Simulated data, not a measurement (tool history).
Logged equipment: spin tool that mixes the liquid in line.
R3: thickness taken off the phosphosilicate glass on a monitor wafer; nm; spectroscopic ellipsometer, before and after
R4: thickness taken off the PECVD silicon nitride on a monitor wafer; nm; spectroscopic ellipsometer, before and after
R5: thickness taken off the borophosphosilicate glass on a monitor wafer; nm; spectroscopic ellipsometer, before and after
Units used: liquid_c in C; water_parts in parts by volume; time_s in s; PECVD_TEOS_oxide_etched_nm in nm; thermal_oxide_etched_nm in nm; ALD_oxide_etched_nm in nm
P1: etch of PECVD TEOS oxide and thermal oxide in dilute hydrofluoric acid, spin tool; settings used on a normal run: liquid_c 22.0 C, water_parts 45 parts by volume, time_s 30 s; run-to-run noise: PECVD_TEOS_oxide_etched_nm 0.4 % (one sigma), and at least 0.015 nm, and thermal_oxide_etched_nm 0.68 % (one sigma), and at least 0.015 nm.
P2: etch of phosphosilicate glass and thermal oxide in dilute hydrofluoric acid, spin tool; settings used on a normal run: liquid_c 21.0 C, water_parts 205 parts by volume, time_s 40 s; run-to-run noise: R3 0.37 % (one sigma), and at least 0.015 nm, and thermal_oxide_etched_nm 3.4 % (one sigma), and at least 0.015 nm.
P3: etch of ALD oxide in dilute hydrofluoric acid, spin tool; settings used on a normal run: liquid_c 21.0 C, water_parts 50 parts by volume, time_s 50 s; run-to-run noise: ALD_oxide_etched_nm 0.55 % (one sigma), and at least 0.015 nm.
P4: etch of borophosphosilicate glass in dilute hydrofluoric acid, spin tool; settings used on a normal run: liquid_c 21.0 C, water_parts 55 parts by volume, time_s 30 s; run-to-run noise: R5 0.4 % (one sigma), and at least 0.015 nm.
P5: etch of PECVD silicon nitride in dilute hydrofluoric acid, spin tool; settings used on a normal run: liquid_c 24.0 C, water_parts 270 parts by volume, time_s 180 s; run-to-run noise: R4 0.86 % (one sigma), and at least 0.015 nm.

run 1 hour=11.3 | process=P1 liquid_c=22.0 water_parts=45 time_s=30 | PECVD_TEOS_oxide_etched_nm=10.8970 thermal_oxide_etched_nm=3.09400
run 2 hour=17.6 | process=P2 liquid_c=21.0 water_parts=205 time_s=40 | thermal_oxide_etched_nm=0.68543 R3=23.253
run 3 hour=28.4 | process=P2 liquid_c=28.0 water_parts=205 time_s=40 | thermal_oxide_etched_nm=0.99110 R3=30.016
run 4 hour=39.9 | process=P5 liquid_c=19.0 water_parts=270 time_s=180 | R4=1.68240
run 5 hour=48.5 | process=P1 liquid_c=17.0 water_parts=45 time_s=30 | PECVD_TEOS_oxide_etched_nm=8.6552 thermal_oxide_etched_nm=2.50190
run 6 hour=58.4 | process=P1 liquid_c=22.0 water_parts=45 time_s=30 | PECVD_TEOS_oxide_etched_nm=10.8250 thermal_oxide_etched_nm=3.09160
run 7 hour=70.2 | process=P4 liquid_c=27.5 water_parts=55 time_s=30 | R5=37.540
run 8 hour=84.4 | process=P3 liquid_c=17.0 water_parts=50 time_s=50 | ALD_oxide_etched_nm=11.2300
run 9 hour=93.0 | process=P1 liquid_c=22.0 water_parts=45 time_s=30 | PECVD_TEOS_oxide_etched_nm=10.7960 thermal_oxide_etched_nm=3.06760
run 10 hour=105.9 | process=P1 liquid_c=22.0 water_parts=45 time_s=30 | PECVD_TEOS_oxide_etched_nm=10.7970 thermal_oxide_etched_nm=3.06270
run 11 hour=115.2 | process=P5 liquid_c=24.0 water_parts=270 time_s=180 | R4=2.35710
run 12 hour=124.9 | process=P5 liquid_c=24.0 water_parts=270 time_s=75 | R4=0.97772
run 13 hour=131.3 | process=P1 liquid_c=22.0 water_parts=45 time_s=15 | PECVD_TEOS_oxide_etched_nm=5.4253 thermal_oxide_etched_nm=1.52670
run 14 hour=144.9 | process=P4 liquid_c=21.0 water_parts=20 time_s=30 | R5=82.316
run 15 hour=151.1 | process=P5 liquid_c=24.0 water_parts=60 time_s=180 | R4=10.47900
run 16 hour=158.3 | process=P3 liquid_c=21.0 water_parts=20 time_s=50 | ALD_oxide_etched_nm=34.5030
run 17 hour=170.4 | process=P1 liquid_c=22.0 water_parts=60 time_s=30 | PECVD_TEOS_oxide_etched_nm=7.9989 thermal_oxide_etched_nm=2.28020
run 18 hour=179.5 | process=P2 liquid_c=21.0 water_parts=205 time_s=75 | thermal_oxide_etched_nm=1.36780 R3=43.906
run 19 hour=192.2 | process=P1 liquid_c=22.0 water_parts=60 time_s=15 | PECVD_TEOS_oxide_etched_nm=3.9895 thermal_oxide_etched_nm=1.11920
run 20 hour=205.4 | process=P1 liquid_c=22.0 water_parts=20 time_s=30 | PECVD_TEOS_oxide_etched_nm=25.0670 thermal_oxide_etched_nm=7.23340
run 21 hour=218.8 | process=P2 liquid_c=21.0 water_parts=50 time_s=40 | thermal_oxide_etched_nm=3.71300 R3=112.930
run 22 hour=227.6 | process=P1 liquid_c=22.0 water_parts=45 time_s=55 | PECVD_TEOS_oxide_etched_nm=19.9050 thermal_oxide_etched_nm=5.70460
run 23 hour=236.4 | process=P4 liquid_c=21.0 water_parts=55 time_s=60 | R5=57.600
run 24 hour=249.6 | process=P1 liquid_c=22.0 water_parts=45 time_s=30 | PECVD_TEOS_oxide_etched_nm=10.8400 thermal_oxide_etched_nm=3.08690
run 25 hour=259.9 | process=P5 liquid_c=24.0 water_parts=270 time_s=180 | R4=2.34060
run 26 hour=267.0 | process=P1 liquid_c=22.0 water_parts=45 time_s=30 | PECVD_TEOS_oxide_etched_nm=10.8310 thermal_oxide_etched_nm=3.04050
run 27 hour=273.7 | process=P1 liquid_c=25.5 water_parts=45 time_s=30 | PECVD_TEOS_oxide_etched_nm=12.5260 thermal_oxide_etched_nm=3.55890
run 28 hour=282.5 | process=P2 liquid_c=21.0 water_parts=205 time_s=40 | thermal_oxide_etched_nm=0.76370 R3=23.271
run 29 hour=296.0 | process=P3 liquid_c=21.0 water_parts=50 time_s=15 | ALD_oxide_etched_nm=4.0383
run 30 hour=304.1 | process=P3 liquid_c=21.0 water_parts=50 time_s=50 | ALD_oxide_etched_nm=13.4580
run 31 hour=313.8 | process=P4 liquid_c=21.0 water_parts=55 time_s=30 | R5=28.789
run 32 hour=323.2 | process=P1 liquid_c=22.0 water_parts=45 time_s=30 | PECVD_TEOS_oxide_etched_nm=10.7780 thermal_oxide_etched_nm=3.10140
run 33 hour=333.5 | process=P1 liquid_c=22.0 water_parts=45 time_s=30 | PECVD_TEOS_oxide_etched_nm=10.3590 thermal_oxide_etched_nm=2.95670
run 34 hour=346.7 | process=P1 liquid_c=22.0 water_parts=45 time_s=30 | PECVD_TEOS_oxide_etched_nm=9.9744 thermal_oxide_etched_nm=2.82770
run 35 hour=355.1 | process=P1 liquid_c=22.0 water_parts=45 time_s=30 | PECVD_TEOS_oxide_etched_nm=9.9632 thermal_oxide_etched_nm=2.86000
run 36 hour=367.1 | process=P1 liquid_c=22.0 water_parts=45 time_s=30 | PECVD_TEOS_oxide_etched_nm=9.8673 thermal_oxide_etched_nm=2.81420
run 37 hour=378.6 | process=P1 liquid_c=22.0 water_parts=45 time_s=30 | PECVD_TEOS_oxide_etched_nm=9.8355 thermal_oxide_etched_nm=2.78310
run 38 hour=385.2 | process=P1 liquid_c=22.0 water_parts=45 time_s=30 | PECVD_TEOS_oxide_etched_nm=9.8306 thermal_oxide_etched_nm=2.80780
run 39 hour=392.6 | process=P1 liquid_c=22.0 water_parts=45 time_s=30 | PECVD_TEOS_oxide_etched_nm=9.8018 thermal_oxide_etched_nm=2.81430

Compared with where it was, what P1 gives has crept away. Each cause listed below fits the log as well as the rest, at the size given for it:
A: liquid colder than its thermometer reads (K) = 2.31
B: hydrofluoric acid flow below the setpoint (%) = 8.81
Onset of the creep was near hour 323.2.

Which of the 4 check runs listed below, each an average over 2 wafers with its results shown as question marks, gives clearly different results under the different listed causes?
run check 1 hour=400.0 | process=P3 liquid_c=17.0 water_parts=50 time_s=25 | ALD_oxide_etched_nm=?
run check 2 hour=400.0 | process=P2 liquid_c=21.0 water_parts=80 time_s=40 | thermal_oxide_etched_nm=? R3=?
run check 3 hour=400.0 | process=P5 liquid_c=24.0 water_parts=80 time_s=90 | R4=?
run check 4 hour=400.0 | process=P4 liquid_c=21.0 water_parts=30 time_s=30 | R5=?

If the cause were each of the candidates in turn, the checks would give the following:
check=check_1 result=ALD_oxide_etched_nm if_A=5.1028 if_B=5.1221
check=check_2 result=thermal_oxide_etched_nm if_A=1.97230 if_B=1.96240
check=check_2 result=R3 if_A=61.849 if_B=61.538
check=check_3 result=R4 if_A=3.35550 if_B=3.57760
check=check_4 result=R5 if_A=49.186 if_B=49.373
Separation of the two closest causes in each check, using whichever result separates them best: check 1 0.38 %; check 2 0.5 %; check 3 6.41 %; check 4 0.38 %
The other checks would show nearly matching results whichever cause is true, so check 3 is the only one that separates the causes.

With check 3 done, the readings were: R4 3.61750 nm. Identify which of the listed causes applies.

The correct cause is B, namely: hydrofluoric acid flow below the setpoint (%).
